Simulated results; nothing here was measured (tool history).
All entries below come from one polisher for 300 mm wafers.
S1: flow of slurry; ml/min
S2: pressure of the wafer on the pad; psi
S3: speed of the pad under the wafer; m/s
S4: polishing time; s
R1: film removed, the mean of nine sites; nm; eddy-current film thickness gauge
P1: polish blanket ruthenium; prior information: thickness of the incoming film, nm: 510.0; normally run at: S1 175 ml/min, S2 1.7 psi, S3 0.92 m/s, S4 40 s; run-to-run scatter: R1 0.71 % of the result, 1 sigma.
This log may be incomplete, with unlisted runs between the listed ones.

Run 1, hour 6.7: S1 175 ml/min, S2 1.7 psi, S3 0.92 m/s, S4 40 s. Result: R1 35.765 nm.
Run 2, hour 18.4: S1 175 ml/min, S2 0.9 psi, S3 1.22 m/s, S4 40 s. Result: R1 25.056 nm.
Run 3, hour 27.3: S1 220 ml/min, S2 1.7 psi, S3 0.92 m/s, S4 40 s. Result: R1 36.743 nm.
Run 4, hour 38.6: S1 175 ml/min, S2 1.7 psi, S3 0.58 m/s, S4 40 s. Result: R1 22.602 nm.
Run 5, hour 46.1: S1 175 ml/min, S2 1.7 psi, S3 0.92 m/s, S4 40 s. Result: R1 35.532 nm.
Run 6, hour 56.7: S1 175 ml/min, S2 1.7 psi, S3 0.92 m/s, S4 19 s. Result: R1 16.973 nm.
Run 7, hour 66.8: S1 175 ml/min, S2 2.3 psi, S3 0.68 m/s, S4 40 s. Result: R1 35.484 nm.
Run 8, hour 72.4: S1 175 ml/min, S2 1.7 psi, S3 0.92 m/s, S4 40 s. Result: R1 35.77 nm.
Run 9, hour 81.7: S1 175 ml/min, S2 1.7 psi, S3 0.92 m/s, S4 40 s. Result: R1 35.661 nm.
Run 10, hour 93.8: S1 265 ml/min, S2 1 psi, S3 0.92 m/s, S4 40 s. Result: R1 22.044 nm.
Run 11, hour 100.6: S1 175 ml/min, S2 0.8 psi, S3 0.92 m/s, S4 40 s. Result: R1 17.005 nm.
Run 12, hour 110: S1 175 ml/min, S2 1.7 psi, S3 0.92 m/s, S4 40 s. Result: R1 36.087 nm.
Run 13, hour 115.9: S1 175 ml/min, S2 1.7 psi, S3 1.42 m/s, S4 40 s. Result: R1 54.343 nm.
Run 14, hour 128.4: S1 175 ml/min, S2 1.7 psi, S3 0.92 m/s, S4 40 s. Result: R1 35.343 nm.
Run 15, hour 137.8: S1 105 ml/min, S2 1.7 psi, S3 0.92 m/s, S4 40 s. Result: R1 32.18 nm.
Run 16, hour 147.3: S1 175 ml/min, S2 1.7 psi, S3 0.92 m/s, S4 58 s. Result: R1 51.088 nm.
Run 17, hour 154.5: S1 175 ml/min, S2 2.6 psi, S3 0.92 m/s, S4 40 s. Result: R1 54.574 nm.
Run 18, hour 162.8: S1 175 ml/min, S2 1.7 psi, S3 0.92 m/s, S4 40 s. Result: R1 35.614 nm.
Run 19, hour 171.5: S1 175 ml/min, S2 1.7 psi, S3 0.92 m/s, S4 40 s. Result: R1 35.072 nm.
Run 20, hour 179.2: S1 175 ml/min, S2 1.7 psi, S3 0.92 m/s, S4 40 s. Result: R1 34.803 nm.
Run 21, hour 191.3: S1 175 ml/min, S2 1.7 psi, S3 0.92 m/s, S4 40 s. Result: R1 33.447 nm.
Run 22, hour 200.2: S1 175 ml/min, S2 1.7 psi, S3 0.92 m/s, S4 40 s. Result: R1 33.531 nm.
At hour 207: head pressure recalibrated.
Run 23, hour 210.5: S1 175 ml/min, S2 1.7 psi, S3 0.92 m/s, S4 40 s. Result: R1 33.088 nm.
Run 24, hour 218.7: S1 175 ml/min, S2 1.7 psi, S3 0.92 m/s, S4 40 s. Result: R1 33.306 nm.
Run 25, hour 225.3: S1 175 ml/min, S2 1.7 psi, S3 0.92 m/s, S4 40 s. Result: R1 33.122 nm.

What P1 gives has crept off from where it sat before. The 2 causes that follow fit the log equally well, each at the size noted:
A: slurry flow missing at the pad, % = 34.5
B: removal rate lost through wear of the pad, % = 7.46
The onset of the drift is placed at about hour 171.5.
Excluded causes, each with its reason:
head's pressure below its setpoint, %: serviced after onset, at hour 207, with no recovery of the prior output

You are offered 4 check runs, listed below with question marks in place of their results; each one averages 2 wafers. Which run separates the listed causes by giving clearly different results for each?
Run check 1, hour 231.9: S1 105 ml/min, S2 2.6 psi, S3 0.92 m/s, S4 40 s. Result: R1 ?.
Run check 2, hour 231.9: S1 175 ml/min, S2 2.6 psi, S3 0.92 m/s, S4 22 s. Result: R1 ?.
Run check 3, hour 231.9: S1 175 ml/min, S2 2.1 psi, S3 0.92 m/s, S4 21 s. Result: R1 ?.
Run check 4, hour 231.9: S1 175 ml/min, S2 0.8 psi, S3 0.92 m/s, S4 53 s. Result: R1 ?.

How each check would come out, cause by cause:
  check  result    if A    if B
check 1      R1  43.818  45.808
check 2      R1  27.779  27.778
check 3      R1  21.417  21.416
check 4      R1  20.591   20.59
Per check, the gap between the least separated pair of causes, taken in the result that splits them most: check 1 4.44 %; check 2 0 %; check 3 0 %; check 4 0 %
Check 1 tells the causes apart: in the others they would give nearly the same result.

The results of check 1 are: R1 43.719 nm. Based on these, which of the listed causes is it?

A is the cause: slurry flow missing at the pad, %.
